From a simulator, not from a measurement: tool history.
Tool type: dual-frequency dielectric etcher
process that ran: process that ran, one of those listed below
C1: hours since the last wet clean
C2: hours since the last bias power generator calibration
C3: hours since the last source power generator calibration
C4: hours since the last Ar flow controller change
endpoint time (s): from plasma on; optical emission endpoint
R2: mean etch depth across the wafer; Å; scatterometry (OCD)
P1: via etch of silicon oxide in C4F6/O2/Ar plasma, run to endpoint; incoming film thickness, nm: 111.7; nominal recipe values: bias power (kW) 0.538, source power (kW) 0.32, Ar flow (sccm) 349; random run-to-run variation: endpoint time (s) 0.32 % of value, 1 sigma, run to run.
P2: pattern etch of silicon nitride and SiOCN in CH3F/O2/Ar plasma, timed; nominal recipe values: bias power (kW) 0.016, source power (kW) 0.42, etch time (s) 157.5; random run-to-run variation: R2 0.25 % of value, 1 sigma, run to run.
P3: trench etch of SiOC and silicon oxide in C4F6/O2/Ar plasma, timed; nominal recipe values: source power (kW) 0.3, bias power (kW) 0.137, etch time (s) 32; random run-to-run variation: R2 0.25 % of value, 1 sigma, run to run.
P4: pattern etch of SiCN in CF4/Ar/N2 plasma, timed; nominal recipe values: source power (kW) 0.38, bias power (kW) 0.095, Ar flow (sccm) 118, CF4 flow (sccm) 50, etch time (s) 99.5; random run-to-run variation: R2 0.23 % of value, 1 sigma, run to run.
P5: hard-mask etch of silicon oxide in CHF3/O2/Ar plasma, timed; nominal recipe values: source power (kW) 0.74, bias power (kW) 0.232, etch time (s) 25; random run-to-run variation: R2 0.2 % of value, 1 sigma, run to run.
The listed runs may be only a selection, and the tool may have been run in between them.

{"run": 1, "hour": 12.2, "process that ran": "P1", "bias power (kW)": 0.538, "source power (kW)": 0.32, "Ar flow (sccm)": 349, "C1": 110.6, "C2": 2555, "C3": 979, "C4": 979.9, "endpoint time (s)": 26.613}
{"run": 2, "hour": 19.5, "process that ran": "P2", "bias power (kW)": 0.016, "source power (kW)": 0.42, "etch time (s)": 228.5, "C1": 117.9, "C2": 2562.3, "C3": 986.3, "C4": 987.2, "R2": 263.99}
{"run": 3, "hour": 26.8, "process that ran": "P1", "bias power (kW)": 0.538, "source power (kW)": 0.32, "Ar flow (sccm)": 349, "C1": 125.2, "C2": 2569.6, "C3": 993.6, "C4": 994.5, "endpoint time (s)": 26.679}
{"run": 4, "hour": 39.3, "process that ran": "P2", "bias power (kW)": 0.022, "source power (kW)": 0.42, "etch time (s)": 157.5, "C1": 137.7, "C2": 2582.1, "C3": 1006.1, "C4": 1007, "R2": 209.35}
{"run": 5, "hour": 52.9, "process that ran": "P1", "bias power (kW)": 0.716, "source power (kW)": 0.32, "Ar flow (sccm)": 257, "C1": 151.3, "C2": 2595.7, "C3": 1019.7, "C4": 1020.6, "endpoint time (s)": 22.992}
{"run": 6, "hour": 65.0, "process that ran": "P2", "bias power (kW)": 0.016, "source power (kW)": 0.55, "etch time (s)": 157.5, "C1": 163.4, "C2": 2607.8, "C3": 1031.8, "C4": 1032.7, "R2": 201.76}
{"run": 7, "hour": 73.2, "process that ran": "P4", "bias power (kW)": 0.095, "source power (kW)": 0.38, "Ar flow (sccm)": 118, "etch time (s)": 99.5, "CF4 flow (sccm)": 70, "C1": 171.6, "C2": 2616, "C3": 1040, "C4": 1040.9, "R2": 853.32}
{"run": 8, "hour": 88.4, "process that ran": "P1", "bias power (kW)": 0.538, "source power (kW)": 0.32, "Ar flow (sccm)": 208, "C1": 186.8, "C2": 2631.2, "C3": 1055.2, "C4": 1056.1, "endpoint time (s)": 25.123}
{"run": 9, "hour": 101.8, "process that ran": "P1", "bias power (kW)": 0.538, "source power (kW)": 0.44, "Ar flow (sccm)": 349, "C1": 200.2, "C2": 2644.6, "C3": 1068.6, "C4": 1069.5, "endpoint time (s)": 23.662}
{"run": 10, "hour": 115.6, "process that ran": "P1", "bias power (kW)": 0.538, "source power (kW)": 0.26, "Ar flow (sccm)": 349, "C1": 214, "C2": 2658.4, "C3": 1082.4, "C4": 1083.3, "endpoint time (s)": 28.742}
{"run": 11, "hour": 127.4, "process that ran": "P5", "bias power (kW)": 0.232, "source power (kW)": 0.54, "etch time (s)": 25, "C1": 225.8, "C2": 2670.2, "C3": 1094.2, "C4": 1095.1, "R2": 508.95}
{"run": 12, "hour": 142.2, "process that ran": "P1", "bias power (kW)": 0.538, "source power (kW)": 0.32, "Ar flow (sccm)": 349, "C1": 240.6, "C2": 2685, "C3": 1109, "C4": 1109.9, "endpoint time (s)": 26.627}
{"run": 13, "hour": 156.5, "process that ran": "P5", "bias power (kW)": 0.232, "source power (kW)": 0.74, "etch time (s)": 14.5, "C1": 254.9, "C2": 2699.3, "C3": 1123.3, "C4": 1124.2, "R2": 331.75}
{"run": 14, "hour": 169.2, "process that ran": "P1", "bias power (kW)": 0.538, "source power (kW)": 0.32, "Ar flow (sccm)": 450, "C1": 267.6, "C2": 2712, "C3": 1136, "C4": 1136.9, "endpoint time (s)": 27.375}
{"run": 15, "hour": 179.4, "process that ran": "P3", "bias power (kW)": 0.137, "source power (kW)": 0.3, "etch time (s)": 32, "C1": 277.8, "C2": 2722.2, "C3": 1146.2, "C4": 1147.1, "R2": 513.22}
{"run": 16, "hour": 193.3, "process that ran": "P3", "bias power (kW)": 0.137, "source power (kW)": 0.2, "etch time (s)": 32, "C1": 291.7, "C2": 2736.1, "C3": 1160.1, "C4": 1161, "R2": 436.04}
{"run": 17, "hour": 200.7, "process that ran": "P1", "bias power (kW)": 0.718, "source power (kW)": 0.32, "Ar flow (sccm)": 349, "C1": 299.1, "C2": 2743.5, "C3": 1167.5, "C4": 1168.4, "endpoint time (s)": 23.657}
{"run": 18, "hour": 211.8, "process that ran": "P3", "bias power (kW)": 0.137, "source power (kW)": 0.3, "etch time (s)": 18, "C1": 310.2, "C2": 2754.6, "C3": 1178.6, "C4": 1179.5, "R2": 287.34}
{"run": 19, "hour": 225.6, "process that ran": "P1", "bias power (kW)": 0.313, "source power (kW)": 0.32, "Ar flow (sccm)": 349, "C1": 324, "C2": 2768.4, "C3": 1192.4, "C4": 1193.3, "endpoint time (s)": 32.622}
{"run": 20, "hour": 233.2, "process that ran": "P4", "bias power (kW)": 0.095, "source power (kW)": 0.38, "Ar flow (sccm)": 118, "etch time (s)": 129, "CF4 flow (sccm)": 50, "C1": 331.6, "C2": 2776, "C3": 1200, "C4": 1200.9, "R2": 1052.8}
{"run": 21, "hour": 243.7, "process that ran": "P4", "bias power (kW)": 0.095, "source power (kW)": 0.38, "Ar flow (sccm)": 150, "etch time (s)": 99.5, "CF4 flow (sccm)": 50, "C1": 342.1, "C2": 2786.5, "C3": 1210.5, "C4": 1211.4, "R2": 787.65}
{"run": 22, "hour": 259.5, "process that ran": "P4", "bias power (kW)": 0.068, "source power (kW)": 0.38, "Ar flow (sccm)": 118, "etch time (s)": 99.5, "CF4 flow (sccm)": 50, "C1": 357.9, "C2": 2802.3, "C3": 1226.3, "C4": 1227.2, "R2": 712.03}
{"run": 23, "hour": 269.5, "process that ran": "P3", "bias power (kW)": 0.174, "source power (kW)": 0.3, "etch time (s)": 32, "C1": 367.9, "C2": 2812.3, "C3": 1236.3, "C4": 1237.2, "R2": 552.33}
{"run": 24, "hour": 283.4, "process that ran": "P1", "bias power (kW)": 0.538, "source power (kW)": 0.32, "Ar flow (sccm)": 349, "C1": 381.8, "C2": 2826.2, "C3": 1250.2, "C4": 1251.1, "endpoint time (s)": 26.776}
{"run": 25, "hour": 296.5, "process that ran": "P5", "bias power (kW)": 0.316, "source power (kW)": 0.74, "etch time (s)": 25, "C1": 394.9, "C2": 2839.3, "C3": 1263.3, "C4": 1264.2, "R2": 637.32}
{"run": 26, "hour": 310.3, "process that ran": "P4", "bias power (kW)": 0.095, "source power (kW)": 0.38, "Ar flow (sccm)": 118, "etch time (s)": 99.5, "CF4 flow (sccm)": 50, "C1": 408.7, "C2": 2853.1, "C3": 1277.1, "C4": 1278, "R2": 813.11}
{"run": 27, "hour": 323.0, "process that ran": "P5", "bias power (kW)": 0.232, "source power (kW)": 0.74, "etch time (s)": 25, "C1": 421.4, "C2": 2865.8, "C3": 1289.8, "C4": 1290.7, "R2": 570.15}
{"run": 28, "hour": 330.7, "process that ran": "P2", "bias power (kW)": 0.016, "source power (kW)": 0.42, "etch time (s)": 157.5, "C1": 429.1, "C2": 2873.5, "C3": 1297.5, "C4": 1298.4, "R2": 182.64}
{"run": 29, "hour": 340.3, "process that ran": "P4", "bias power (kW)": 0.095, "source power (kW)": 0.49, "Ar flow (sccm)": 118, "etch time (s)": 99.5, "CF4 flow (sccm)": 50, "C1": 438.7, "C2": 2883.1, "C3": 1307.1, "C4": 1308, "R2": 1016.7}
{"run": 30, "hour": 348.4, "process that ran": "P5", "bias power (kW)": 0.232, "source power (kW)": 0.74, "etch time (s)": 25, "C1": 446.8, "C2": 2891.2, "C3": 1315.2, "C4": 1316.1, "R2": 571.55}
{"run": 31, "hour": 358.0, "process that ran": "P1", "bias power (kW)": 0.538, "source power (kW)": 0.32, "Ar flow (sccm)": 349, "C1": 456.4, "C2": 2900.8, "C3": 1324.8, "C4": 1325.7, "endpoint time (s)": 26.579}
{"run": 32, "hour": 365.0, "process that ran": "P1", "bias power (kW)": 0.538, "source power (kW)": 0.32, "Ar flow (sccm)": 349, "C1": 463.4, "C2": 2907.8, "C3": 1331.8, "C4": 1332.7, "endpoint time (s)": 26.445}
{"run": 33, "hour": 374.8, "process that ran": "P1", "bias power (kW)": 0.538, "source power (kW)": 0.32, "Ar flow (sccm)": 349, "C1": 473.2, "C2": 2917.6, "C3": 1341.6, "C4": 1342.5, "endpoint time (s)": 26.447}
{"run": 34, "hour": 383.9, "process that ran": "P1", "bias power (kW)": 0.538, "source power (kW)": 0.32, "Ar flow (sccm)": 349, "C1": 482.3, "C2": 2926.7, "C3": 1350.7, "C4": 1351.6, "endpoint time (s)": 26.242}
{"hour": 385.7, "done": "wet clean of the chamber"}
{"hour": 394.4, "done": "Ar flow controller replaced"}
{"run": 35, "hour": 394.7, "process that ran": "P1", "bias power (kW)": 0.538, "source power (kW)": 0.32, "Ar flow (sccm)": 349, "C1": 9.1, "C2": 2937.5, "C3": 1361.5, "C4": 0.4, "endpoint time (s)": 26.201}
{"run": 36, "hour": 410.7, "process that ran": "P1", "bias power (kW)": 0.538, "source power (kW)": 0.32, "Ar flow (sccm)": 349, "C1": 25.1, "C2": 2953.5, "C3": 1377.5, "C4": 16.4, "endpoint time (s)": 26.315}
{"run": 37, "hour": 419.4, "process that ran": "P1", "bias power (kW)": 0.538, "source power (kW)": 0.32, "Ar flow (sccm)": 349, "C1": 33.8, "C2": 2962.2, "C3": 1386.2, "C4": 25.1, "endpoint time (s)": 26.219}
{"run": 38, "hour": 435.7, "process that ran": "P1", "bias power (kW)": 0.538, "source power (kW)": 0.32, "Ar flow (sccm)": 349, "C1": 50.1, "C2": 2978.5, "C3": 1402.5, "C4": 41.4, "endpoint time (s)": 26.183}

Compared with where it was, what P1 gives has crept away. Each cause listed below fits the log as well as the rest, at the size given for it:
A: source power that arrives over what is set, % = 4.53
B: bias power that arrives over what is set, % = 4.33
The drift started at roughly hour 358.
The rest of the possible causes, and what rules out each one:
chamber walls in a state that raises the etch rate, %: work on it at hour 385.7, done after the drift set in, did not restore what the process gave before
Ar flow that arrives under what is set, %: work on it at hour 394.4, done after the drift set in, did not restore what the process gave before

Question marks stand in for the results of the 4 check runs listed below, each run on one wafer. Under which run would the listed causes show clearly different results?
{"run": "check 1", "hour": 452.0, "process that ran": "P3", "bias power (kW)": 0.166, "source power (kW)": 0.3, "etch time (s)": 20.5, "R2": "?"}
{"run": "check 2", "hour": 452.0, "process that ran": "P4", "bias power (kW)": 0.095, "source power (kW)": 0.38, "Ar flow (sccm)": 118, "etch time (s)": 99.5, "CF4 flow (sccm)": 66, "R2": "?"}
{"run": "check 3", "hour": 452.0, "process that ran": "P2", "bias power (kW)": 0.022, "source power (kW)": 0.42, "etch time (s)": 157.5, "R2": "?"}
{"run": "check 4", "hour": 452.0, "process that ran": "P5", "bias power (kW)": 0.289, "source power (kW)": 0.74, "etch time (s)": 17.5, "R2": "?"}

If the cause were each of the candidates in turn, the checks would give the following:
check=check_1 result=R2 if_A=354.86 if_B=353.55
check=check_2 result=R2 if_A=879.5 if_B=860.18
check=check_3 result=R2 if_A=212.22 if_B=212.96
check=check_4 result=R2 if_A=439.78 if_B=439.26
Minimum pairwise separation of causes per check, each pair taken at its best-separating result: check 1 0.37 %; check 2 2.22 %; check 3 0.35 %; check 4 0.12 %
Check 2 distinguishes between the causes, while the remaining checks would return nearly the same result for all of them.

Check 2 was then run and gave: R2 878.62 Å. Which cause is it?

A is the cause: source power that arrives over what is set, %.
